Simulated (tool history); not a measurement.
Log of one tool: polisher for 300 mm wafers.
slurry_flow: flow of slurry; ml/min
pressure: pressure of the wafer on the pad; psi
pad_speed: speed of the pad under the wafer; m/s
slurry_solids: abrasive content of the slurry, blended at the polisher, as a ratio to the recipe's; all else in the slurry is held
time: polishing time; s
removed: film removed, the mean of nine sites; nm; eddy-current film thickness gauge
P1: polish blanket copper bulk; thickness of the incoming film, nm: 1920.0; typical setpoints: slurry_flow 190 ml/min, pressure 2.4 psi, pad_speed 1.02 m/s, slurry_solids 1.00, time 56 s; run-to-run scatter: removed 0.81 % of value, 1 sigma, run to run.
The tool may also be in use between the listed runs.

run	hour	slurry_flow	pressure	pad_speed	slurry_solids	time	wafers polished on this pad	hours since the slurry nozzle was cleaned	hours since the head pressure was calibrated	hours since the slurry blender was calibrated	removed
1	3.1	190	2.4	1.02	1.00	56	626	330.4	455.6	224.5	370.87
2	7.6	190	1.6	1.02	1.00	29	671	334.9	460.1	229.0	128.26
3	11.8	190	3.1	1.02	1.00	56	712	339.1	464.3	233.2	473.28
4	14.9	190	2.4	1.02	1.00	56	743	342.2	467.4	236.3	363.94
5	18.2	190	2.4	0.60	1.00	56	776	345.5	470.7	239.6	216.52
6	23.0	190	2.4	1.02	0.50	56	824	350.3	475.5	244.4	322.22
7	29.3	190	2.4	1.02	1.00	38	886	356.6	481.8	250.7	250.37
8	34.9	190	2.4	1.02	1.00	56	942	362.2	487.4	256.3	369.99
9	39.2	190	2.4	1.02	1.35	56	985	366.5	491.7	260.6	391.26
10	45.8	190	2.4	1.02	1.00	56	1050	373.1	498.3	267.2	365.07
# hour 47.5: slurry blender recalibrated
11	49.4	190	3.1	1.02	0.60	56	1086	376.7	501.9	1.9	425.84
12	52.8	190	2.4	1.02	1.00	88	1120	380.1	505.3	5.3	581.69
13	56.3	190	2.4	1.02	1.00	56	1155	383.6	508.8	8.8	369.45
14	62.4	190	2.4	1.30	1.00	56	1215	389.7	514.9	14.9	475.52
# hour 66.0: head pressure recalibrated
15	68.8	115	2.4	1.02	1.00	56	1279	396.1	2.8	21.3	335.46
# hour 70.2: worn pad replaced by a new one
16	73.2	190	2.4	1.02	1.00	56	30	400.5	7.2	25.7	370.21
17	76.1	295	2.4	1.02	1.00	56	59	403.4	10.1	28.6	389.80
18	82.5	190	1.1	1.02	1.00	56	122	409.8	16.5	35.0	170.42
19	88.3	135	2.4	0.60	1.00	56	180	415.6	22.3	40.8	207.59
20	93.0	190	2.4	1.02	1.00	56	227	420.3	27.0	45.5	368.58
21	99.3	190	2.4	1.02	1.00	56	289	426.6	33.3	51.8	361.97

What will run 22 give?
22	104.6	190	2.4	1.02	1.00	56	342	431.9	38.6	57.1	?

{"run 22": {"removed": 353.07}}
